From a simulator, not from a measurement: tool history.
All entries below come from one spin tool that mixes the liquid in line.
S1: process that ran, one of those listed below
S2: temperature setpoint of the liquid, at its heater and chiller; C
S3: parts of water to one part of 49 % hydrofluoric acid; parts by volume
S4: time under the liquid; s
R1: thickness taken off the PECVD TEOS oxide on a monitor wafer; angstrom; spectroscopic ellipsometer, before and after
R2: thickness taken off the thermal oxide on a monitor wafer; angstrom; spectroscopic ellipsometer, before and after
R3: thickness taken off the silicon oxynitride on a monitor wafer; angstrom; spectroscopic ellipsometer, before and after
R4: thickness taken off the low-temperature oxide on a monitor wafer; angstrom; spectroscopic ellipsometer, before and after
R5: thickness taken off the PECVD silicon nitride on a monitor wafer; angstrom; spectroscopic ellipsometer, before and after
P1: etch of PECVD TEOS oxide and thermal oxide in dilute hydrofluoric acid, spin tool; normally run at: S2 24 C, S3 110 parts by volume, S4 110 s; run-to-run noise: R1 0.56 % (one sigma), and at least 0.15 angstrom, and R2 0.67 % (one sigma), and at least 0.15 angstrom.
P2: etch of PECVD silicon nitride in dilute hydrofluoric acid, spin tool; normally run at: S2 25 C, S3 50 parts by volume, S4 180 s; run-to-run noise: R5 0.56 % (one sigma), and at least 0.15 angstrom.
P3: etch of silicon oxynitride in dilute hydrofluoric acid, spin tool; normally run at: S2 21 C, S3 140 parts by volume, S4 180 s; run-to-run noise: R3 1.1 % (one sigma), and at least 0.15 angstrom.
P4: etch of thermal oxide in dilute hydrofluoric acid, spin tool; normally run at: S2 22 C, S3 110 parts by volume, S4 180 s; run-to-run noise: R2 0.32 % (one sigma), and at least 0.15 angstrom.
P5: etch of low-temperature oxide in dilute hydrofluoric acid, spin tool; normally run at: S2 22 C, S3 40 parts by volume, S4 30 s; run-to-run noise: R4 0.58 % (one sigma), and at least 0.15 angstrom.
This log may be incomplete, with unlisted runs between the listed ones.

run 1 hour=9.2 | S1=P1 S2=24 S3=110 S4=110 | R1=121.58 R2=44.692
run 2 hour=22.6 | S1=P1 S2=29.5 S3=110 S4=60 | R1=82.896 R2=30.233
run 3 hour=38.2 | S1=P1 S2=19.5 S3=110 S4=110 | R1=101.25 R2=37.684
run 4 hour=55.9 | S1=P4 S2=22 S3=155 S4=180 | R2=43.862
run 5 hour=69.6 | S1=P1 S2=24 S3=110 S4=110 | R1=122 R2=44.228
run 6 hour=87.2 | S1=P1 S2=24 S3=110 S4=110 | R1=121.87 R2=44.636
run 7 hour=101.1 | S1=P1 S2=28 S3=110 S4=110 | R1=142.65 R2=51.707
run 8 hour=116.6 | S1=P3 S2=21 S3=140 S4=70 | R3=9.0309
run 9 hour=125 | S1=P3 S2=21 S3=35 S4=180 | R3=100.16
run 10 hour=137.5 | S1=P5 S2=22 S3=40 S4=15 | R4=133.18
run 11 hour=152.1 | S1=P1 S2=24 S3=30 S4=110 | R1=497.78 R2=179.58
run 12 hour=169.1 | S1=P5 S2=17 S3=40 S4=30 | R4=212.66
run 13 hour=177.2 | S1=P4 S2=22 S3=110 S4=180 | R2=64.512
run 14 hour=188.8 | S1=P5 S2=22 S3=65 S4=30 | R4=158.47
run 15 hour=197.8 | S1=P3 S2=21 S3=140 S4=180 | R3=23.091
run 16 hour=210.2 | S1=P1 S2=24 S3=110 S4=110 | R1=123.15 R2=44.631
run 17 hour=223.9 | S1=P1 S2=24 S3=165 S4=110 | R1=76.429 R2=28.26
run 18 hour=239.5 | S1=P1 S2=24 S3=110 S4=15 | R1=16.75 R2=6.4075
run 19 hour=254.7 | S1=P5 S2=22 S3=40 S4=30 | R4=264.2
run 20 hour=272.4 | S1=P1 S2=31 S3=175 S4=110 | R1=91.623 R2=33.592
run 21 hour=286.9 | S1=P2 S2=25 S3=80 S4=180 | R5=93.9
run 22 hour=303.9 | S1=P2 S2=25 S3=50 S4=55 | R5=45.685
run 23 hour=317.6 | S1=P4 S2=27.5 S3=110 S4=180 | R2=80.805
run 24 hour=329 | S1=P1 S2=24 S3=110 S4=110 | R1=122.8 R2=44.423
run 25 hour=340.9 | S1=P2 S2=17.5 S3=50 S4=180 | R5=90.092
-- hour=354.3 hydrofluoric acid flow meter replaced
run 26 hour=357.1 | S1=P1 S2=24 S3=110 S4=215 | R1=235.77 R2=87.172
run 27 hour=365.2 | S1=P4 S2=22 S3=110 S4=180 | R2=64.557
run 28 hour=373.2 | S1=P1 S2=24 S3=110 S4=110 | R1=122.64 R2=44.645
run 29 hour=388.6 | S1=P2 S2=25 S3=50 S4=180 | R5=150.21
run 30 hour=402 | S1=P3 S2=21 S3=140 S4=180 | R3=23.681
run 31 hour=415.2 | S1=P4 S2=22 S3=110 S4=295 | R2=106.45
run 32 hour=433.2 | S1=P3 S2=25 S3=140 S4=180 | R3=27.858
run 33 hour=446.5 | S1=P2 S2=25 S3=50 S4=180 | R5=151.15
run 34 hour=456.4 | S1=P1 S2=24 S3=110 S4=110 | R1=122.71 R2=44.256
run 35 hour=466 | S1=P1 S2=24 S3=110 S4=110 | R1=120.84 R2=43.449
run 36 hour=476.3 | S1=P1 S2=24 S3=110 S4=110 | R1=118.67 R2=42.367
run 37 hour=487.5 | S1=P1 S2=24 S3=110 S4=110 | R1=115.12 R2=42.358
run 38 hour=502.7 | S1=P1 S2=24 S3=110 S4=110 | R1=114.35 R2=41.711

Run 39 comes next. What will it give?
run 39 hour=510.9 | S1=P1 S2=24 S3=110 S4=110 | R1=? R2=?

Run 39 yielded R1 115.28 angstrom, R2 41.761 angstrom.
